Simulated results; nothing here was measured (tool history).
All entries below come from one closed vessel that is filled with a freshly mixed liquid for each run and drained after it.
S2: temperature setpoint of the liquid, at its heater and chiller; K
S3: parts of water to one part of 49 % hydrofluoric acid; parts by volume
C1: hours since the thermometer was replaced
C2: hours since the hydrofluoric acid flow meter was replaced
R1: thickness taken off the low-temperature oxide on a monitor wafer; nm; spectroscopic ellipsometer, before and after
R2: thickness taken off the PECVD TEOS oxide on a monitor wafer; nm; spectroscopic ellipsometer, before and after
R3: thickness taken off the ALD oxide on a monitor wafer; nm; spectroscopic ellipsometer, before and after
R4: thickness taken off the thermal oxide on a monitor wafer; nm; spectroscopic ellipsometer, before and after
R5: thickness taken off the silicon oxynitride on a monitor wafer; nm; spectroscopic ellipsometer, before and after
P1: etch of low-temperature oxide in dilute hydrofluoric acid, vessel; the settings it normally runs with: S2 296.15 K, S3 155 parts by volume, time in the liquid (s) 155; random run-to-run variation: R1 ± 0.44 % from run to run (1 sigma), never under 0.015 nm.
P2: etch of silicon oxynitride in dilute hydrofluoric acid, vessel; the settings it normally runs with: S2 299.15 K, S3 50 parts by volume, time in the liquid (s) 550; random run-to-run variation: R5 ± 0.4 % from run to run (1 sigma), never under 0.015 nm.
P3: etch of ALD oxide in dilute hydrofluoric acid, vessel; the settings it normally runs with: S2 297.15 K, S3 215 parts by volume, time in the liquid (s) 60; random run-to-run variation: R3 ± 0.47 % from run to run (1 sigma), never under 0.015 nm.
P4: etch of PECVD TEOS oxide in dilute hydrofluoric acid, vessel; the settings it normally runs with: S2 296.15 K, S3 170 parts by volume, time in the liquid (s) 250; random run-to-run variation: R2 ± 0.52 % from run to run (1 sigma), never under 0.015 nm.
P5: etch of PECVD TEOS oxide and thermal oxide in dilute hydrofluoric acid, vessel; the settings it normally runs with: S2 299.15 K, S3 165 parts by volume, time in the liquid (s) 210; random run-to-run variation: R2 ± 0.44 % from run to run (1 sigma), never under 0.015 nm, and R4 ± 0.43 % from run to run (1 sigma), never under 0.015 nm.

Run 1, hour 3.2: process that ran P1, S2 296.15 K, S3 155 parts by volume, time in the liquid (s) 155; C1 314.3; C2 490.0. Result: R1 21.3390 nm.
Run 2, hour 9.1: process that ran P4, S2 303.65 K, S3 170 parts by volume, time in the liquid (s) 250; C1 320.2; C2 495.9. Result: R2 15.6110 nm.
Run 3, hour 15.6: process that ran P1, S2 290.15 K, S3 155 parts by volume, time in the liquid (s) 155; C1 326.7; C2 502.4. Result: R1 16.7890 nm.
Run 4, hour 20.3: process that ran P3, S2 297.15 K, S3 215 parts by volume, time in the liquid (s) 60; C1 331.4; C2 507.1. Result: R3 5.9411 nm.
Run 5, hour 23.4: process that ran P1, S2 296.15 K, S3 155 parts by volume, time in the liquid (s) 30; C1 334.5; C2 510.2. Result: R1 4.1066 nm.
Run 6, hour 28.9: process that ran P5, S2 299.15 K, S3 165 parts by volume, time in the liquid (s) 210; C1 340.0; C2 515.7. Result: R2 25.0970 nm, R4 5.8626 nm.
Run 7, hour 34.2: process that ran P1, S2 296.15 K, S3 230 parts by volume, time in the liquid (s) 50; C1 345.3; C2 521.0. Result: R1 4.2408 nm.
Run 8, hour 40.2: process that ran P4, S2 296.15 K, S3 170 parts by volume, time in the liquid (s) 60; C1 351.3; C2 527.0. Result: R2 2.8928 nm.
Run 9, hour 43.9: process that ran P1, S2 296.15 K, S3 155 parts by volume, time in the liquid (s) 155; C1 355.0; C2 530.7. Result: R1 21.1980 nm.
Run 10, hour 48.0: process that ran P5, S2 306.15 K, S3 165 parts by volume, time in the liquid (s) 210; C1 359.1; C2 534.8. Result: R2 32.2390 nm, R4 7.4824 nm.
Run 11, hour 51.5: process that ran P3, S2 297.15 K, S3 80 parts by volume, time in the liquid (s) 60; C1 362.6; C2 538.3. Result: R3 18.4910 nm.
Run 12, hour 57.5: process that ran P2, S2 304.15 K, S3 50 parts by volume, time in the liquid (s) 550; C1 368.6; C2 544.3. Result: R5 59.284 nm.
Run 13, hour 62.4: process that ran P3, S2 293.65 K, S3 215 parts by volume, time in the liquid (s) 60; C1 373.5; C2 549.2. Result: R3 5.1711 nm.
Run 14, hour 66.0: process that ran P1, S2 296.15 K, S3 155 parts by volume, time in the liquid (s) 155; C1 377.1; C2 552.8. Result: R1 21.2010 nm.
Run 15, hour 71.3: process that ran P2, S2 299.15 K, S3 50 parts by volume, time in the liquid (s) 550; C1 382.4; C2 558.1. Result: R5 46.461 nm.
Run 16, hour 76.2: process that ran P1, S2 296.15 K, S3 155 parts by volume, time in the liquid (s) 155; C1 387.3; C2 563.0. Result: R1 21.4290 nm.
Run 17, hour 80.8: process that ran P5, S2 299.15 K, S3 45 parts by volume, time in the liquid (s) 210; C1 391.9; C2 567.6. Result: R2 107.9900 nm, R4 24.8960 nm.
Run 18, hour 84.8: process that ran P2, S2 299.15 K, S3 30 parts by volume, time in the liquid (s) 550; C1 395.9; C2 571.6. Result: R5 78.700 nm.
Run 19, hour 89.1: process that ran P5, S2 299.15 K, S3 165 parts by volume, time in the liquid (s) 365; C1 400.2; C2 575.9. Result: R2 43.9700 nm, R4 10.2760 nm.
At hour 90.0: hydrofluoric acid flow meter replaced.
Run 20, hour 94.0: process that ran P1, S2 301.15 K, S3 155 parts by volume, time in the liquid (s) 155; C1 405.1; C2 4.0. Result: R1 25.5710 nm.
Run 21, hour 97.0: process that ran P1, S2 296.15 K, S3 155 parts by volume, time in the liquid (s) 155; C1 408.1; C2 7.0. Result: R1 21.2880 nm.
Run 22, hour 103.0: process that ran P4, S2 296.15 K, S3 40 parts by volume, time in the liquid (s) 250; C1 414.1; C2 13.0. Result: R2 59.2830 nm.
Run 23, hour 106.2: process that ran P3, S2 297.15 K, S3 215 parts by volume, time in the liquid (s) 60; C1 417.3; C2 16.2. Result: R3 5.9102 nm.
Run 24, hour 111.2: process that ran P1, S2 296.15 K, S3 155 parts by volume, time in the liquid (s) 155; C1 422.3; C2 21.2. Result: R1 21.2540 nm.
Run 25, hour 117.8: process that ran P4, S2 296.15 K, S3 170 parts by volume, time in the liquid (s) 250; C1 428.9; C2 27.8. Result: R2 11.7910 nm.
Run 26, hour 121.2: process that ran P2, S2 299.15 K, S3 50 parts by volume, time in the liquid (s) 860; C1 432.3; C2 31.2. Result: R5 72.770 nm.
Run 27, hour 128.0: process that ran P1, S2 296.15 K, S3 55 parts by volume, time in the liquid (s) 155; C1 439.1; C2 38.0. Result: R1 67.6260 nm.
Run 28, hour 133.6: process that ran P3, S2 297.15 K, S3 215 parts by volume, time in the liquid (s) 30; C1 444.7; C2 43.6. Result: R3 2.9490 nm.
Run 29, hour 139.8: process that ran P1, S2 296.15 K, S3 155 parts by volume, time in the liquid (s) 155; C1 450.9; C2 49.8. Result: R1 21.3540 nm.
Run 30, hour 145.2: process that ran P4, S2 296.15 K, S3 170 parts by volume, time in the liquid (s) 250; C1 456.3; C2 55.2. Result: R2 11.8300 nm.
Run 31, hour 151.7: process that ran P1, S2 296.15 K, S3 155 parts by volume, time in the liquid (s) 225; C1 462.8; C2 61.7. Result: R1 30.8380 nm.
Run 32, hour 155.5: process that ran P1, S2 296.15 K, S3 250 parts by volume, time in the liquid (s) 155; C1 466.6; C2 65.5. Result: R1 11.9680 nm.
Run 33, hour 159.0: process that ran P1, S2 296.15 K, S3 155 parts by volume, time in the liquid (s) 155; C1 470.1; C2 69.0. Result: R1 21.2360 nm.
Run 34, hour 165.5: process that ran P1, S2 296.15 K, S3 155 parts by volume, time in the liquid (s) 155; C1 476.6; C2 75.5. Result: R1 20.5210 nm.
Run 35, hour 170.4: process that ran P1, S2 296.15 K, S3 155 parts by volume, time in the liquid (s) 155; C1 481.5; C2 80.4. Result: R1 20.0820 nm.
Run 36, hour 175.7: process that ran P1, S2 296.15 K, S3 155 parts by volume, time in the liquid (s) 155; C1 486.8; C2 85.7. Result: R1 19.7780 nm.
Run 37, hour 181.9: process that ran P1, S2 296.15 K, S3 155 parts by volume, time in the liquid (s) 155; C1 493.0; C2 91.9. Result: R1 19.6630 nm.
Run 38, hour 188.0: process that ran P1, S2 296.15 K, S3 155 parts by volume, time in the liquid (s) 155; C1 499.1; C2 98.0. Result: R1 19.7720 nm.
Run 39, hour 193.0: process that ran P1, S2 296.15 K, S3 155 parts by volume, time in the liquid (s) 155; C1 504.1; C2 103.0. Result: R1 19.3950 nm.
Run 40, hour 199.7: process that ran P1, S2 296.15 K, S3 155 parts by volume, time in the liquid (s) 155; C1 510.8; C2 109.7. Result: R1 19.4280 nm.
Run 41, hour 205.6: process that ran P1, S2 296.15 K, S3 155 parts by volume, time in the liquid (s) 155; C1 516.7; C2 115.6. Result: R1 19.3230 nm.
Run 42, hour 212.1: process that ran P1, S2 296.15 K, S3 155 parts by volume, time in the liquid (s) 155; C1 523.2; C2 122.1. Result: R1 19.3940 nm.

P1 has crept away from where it was. The log is fitted equally well by each of these 2 causes, at the sizes shown:
A: hydrofluoric acid flow below the setpoint (%) = 7.69
B: liquid colder than its thermometer reads (K) = 2.42
Onset of the creep was near hour 159.0.

Each of the 4 check runs below uses one wafer; its results are left as question marks. Which run tells the causes apart?
Run check 1, hour 218.6: process that ran P2, S2 299.15 K, S3 50 parts by volume, time in the liquid (s) 550. Result: R5 ?.
Run check 2, hour 218.6: process that ran P5, S2 299.15 K, S3 165 parts by volume, time in the liquid (s) 210. Result: R2 ?, R4 ?.
Run check 3, hour 218.6: process that ran P3, S2 297.15 K, S3 215 parts by volume, time in the liquid (s) 60. Result: R3 ?.
Run check 4, hour 218.6: process that ran P4, S2 296.15 K, S3 170 parts by volume, time in the liquid (s) 250. Result: R2 ?.

Outcome of each check run for each possible cause:
  check  result     if A     if B
check 1      R5   42.811   41.399
check 2      R2  22.8170  22.9370
check 2      R4   5.3207   5.3486
check 3      R3   5.3535   5.4018
check 4      R2  10.8270  10.8480
Gap, in per cent, between the two causes that each check separates least, read from the result that separates them most: check 1 3.35 %; check 2 0.52 %; check 3 0.9 %; check 4 0.19 %
Only check 1 tells the causes apart: in the others they would give nearly the same result.

Check 1 was then run and gave: R5 41.233 nm. Which cause is it?

The correct cause is B, namely: liquid colder than its thermometer reads (K).
